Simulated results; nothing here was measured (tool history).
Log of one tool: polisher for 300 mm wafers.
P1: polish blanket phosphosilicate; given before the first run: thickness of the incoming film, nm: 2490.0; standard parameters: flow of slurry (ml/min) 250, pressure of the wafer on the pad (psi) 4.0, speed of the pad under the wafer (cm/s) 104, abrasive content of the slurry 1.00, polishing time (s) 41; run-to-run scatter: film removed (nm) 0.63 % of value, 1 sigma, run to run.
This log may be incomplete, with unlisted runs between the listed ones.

run    day  flow of slurry (ml/min)  pressure of the wafer on the pad (psi)  speed of the pad under the wafer (cm/s)  abrasive content of the slurry  polishing time (s)  wafers polished on this pad  hours since the slurry nozzle was cleaned  hours since the head pressure was calibrated  hours since the slurry blender was calibrated  hours since the conditioning disc was replaced  film removed (nm)
  1  0.267                      250                                     4.0                                      104                            1.00                  41                          403                                       92.5                                         401.7                                          177.0                                           137.9             398.19
  2  0.612                      250                                     4.0                                      104                            1.00                  41                          464                                      100.8                                         410.0                                          185.3                                           146.2             401.61
  3  0.883                      150                                     4.0                                      104                            1.00                  41                          513                                      107.3                                         416.5                                          191.8                                           152.7             374.37
  4  1.246                      250                                     2.9                                      104                            1.00                  41                          578                                      116.0                                         425.2                                          200.5                                           161.4             289.69
  5  1.671                      250                                     4.0                                      104                            1.00                  41                          654                                      126.2                                         435.4                                          210.7                                           171.6             402.36
     1.729  -- slurry nozzle cleaned
  6  2.108                      250                                     4.0                                      104                            1.00                  27                          732                                        9.2                                         445.9                                          221.2                                           182.1             262.98
  7  2.467                      390                                     4.0                                      104                            1.00                  41                          796                                       17.8                                         454.5                                          229.8                                           190.7             421.72
  8  2.688                      310                                     4.0                                      104                            1.00                  26                          836                                       23.1                                         459.8                                          235.1                                           196.0             260.96
  9  3.017                      250                                     6.0                                      104                            1.00                  41                          895                                       31.0                                         467.7                                          243.0                                           203.9             601.43
 10  3.229                      250                                     4.0                                      104                            1.00                  41                          933                                       36.1                                         472.8                                          248.1                                           209.0             401.00
 11  3.446                      250                                     4.0                                      104                            1.35                  56                          971                                       41.3                                         478.0                                          253.3                                           214.2             621.37
     3.762  -- head pressure recalibrated
 12  3.850                      250                                     4.0                                      104                            1.00                  57                         1044                                       51.0                                           2.1                                          263.0                                           223.9             558.14
 13  4.262                      250                                     4.0                                      104                            1.50                  41                         1117                                       60.9                                          12.0                                          272.9                                           233.8             472.11
 14  4.700                      250                                     4.0                                      104                            1.00                  41                         1196                                       71.4                                          22.5                                          283.4                                           244.3             403.04
 15  4.912                      250                                     4.0                                      138                            1.00                  41                         1234                                       76.5                                          27.6                                          288.5                                           249.4             503.49
 16  5.254                      250                                     4.0                                      104                            1.00                  41                         1295                                       84.7                                          35.8                                          296.7                                           257.6             407.63
 17  5.621                      250                                     4.0                                       56                            1.00                  41                         1360                                       93.5                                          44.6                                          305.5                                           266.4             244.58
 18  5.912                      250                                     4.0                                      104                            0.75                  41                         1413                                      100.5                                          51.6                                          312.5                                           273.4             347.46
 19  6.171                      250                                     4.0                                      104                            1.00                  41                         1459                                      106.7                                          57.8                                          318.7                                           279.6             403.96
 20  6.433                      250                                     4.0                                      104                            1.00                  41                         1506                                      113.0                                          64.1                                          325.0                                           285.9             392.21
 21  6.871                      250                                     4.0                                      104                            1.00                  41                         1584                                      123.5                                          74.6                                          335.5                                           296.4             379.52
 22  7.300                      250                                     4.0                                      104                            1.00                  41                         1661                                      133.8                                          84.9                                          345.8                                           306.7             373.94
 23  7.529                      250                                     4.0                                      104                            1.00                  41                         1702                                      139.3                                          90.4                                          351.3                                           312.2             367.66
 24  7.842                      250                                     4.0                                      104                            1.00                  41                         1758                                      146.8                                          97.9                                          358.8                                           319.7             363.21
     8.054  -- head pressure recalibrated
     8.088  -- conditioning disc replaced and pad reconditioned
 25  8.162                      250                                     4.0                                      104                            1.00                  41                         1815                                      154.5                                           2.6                                          366.5                                             1.9             362.45
     8.404  -- slurry nozzle cleaned
 26  8.558                      250                                     4.0                                      104                            1.00                  41                         1886                                        3.8                                          12.1                                          376.0                                            11.4             362.95
 27  8.804                      250                                     4.0                                      104                            1.00                  41                         1930                                        9.7                                          18.0                                          381.9                                            17.3             360.91
 28  9.217                      250                                     4.0                                      104                            1.00                  41                         2004                                       19.6                                          27.9                                          391.8                                            27.2             358.50
 29  9.425                      250                                     4.0                                      104                            1.00                  41                         2041                                       24.6                                          32.9                                          396.8                                            32.2             363.41

Something has made what P1 gives creep away from where it was; the 2 causes below, each at its own stated size, fit the log equally well:
A: abrasive missing from the slurry, % = 20.5
B: removal rate lost through wear of the pad, % = 10.5
Onset of the creep was near day 6.171.
What rules out each remaining cause:
slurry flow missing at the pad, %: serviced at day 8.404, after the drift had started, without restoring the earlier output
head's pressure below its setpoint, %: serviced at day 8.054, after the drift had started, without restoring the earlier output
time polished since the conditioner stopped cutting, s: serviced at day 8.088, after the drift had started, without restoring the earlier output

You are offered 4 check runs, listed below with question marks in place of their results; each one averages 5 wafers. Which run separates the listed causes by giving clearly different results for each?
check 1  9.633                      250                                     4.0                                      104                            1.45                  41                                                                                                                                                                                                                                       ?
check 2  9.633                      315                                     4.0                                      104                            1.00                  41                                                                                                                                                                                                                                       ?
check 3  9.633                      250                                     5.6                                       64                            1.00                  41                                                                                                                                                                                                                                       ?
check 4  9.633                      385                                     4.0                                      104                            1.00                  51                                                                                                                                                                                                                                       ?

What each check would give under each cause:
  check             result    if A    if B
check 1  film removed (nm)  427.61  418.73
check 2  film removed (nm)  367.69  367.65
check 3  film removed (nm)  341.49  341.46
check 4  film removed (nm)  464.51  464.46
Gap, in per cent, between the two causes that each check separates least, read from the result that separates them most: check 1 2.1 %; check 2 0.01 %; check 3 0.01 %; check 4 0.01 %
The other checks would show nearly matching results whichever cause is true, so check 1 is the only one that separates the causes.

Then check 1 was run and gave: film removed (nm) 417.74. Which cause is it?

B is the cause: removal rate lost through wear of the pad, %.
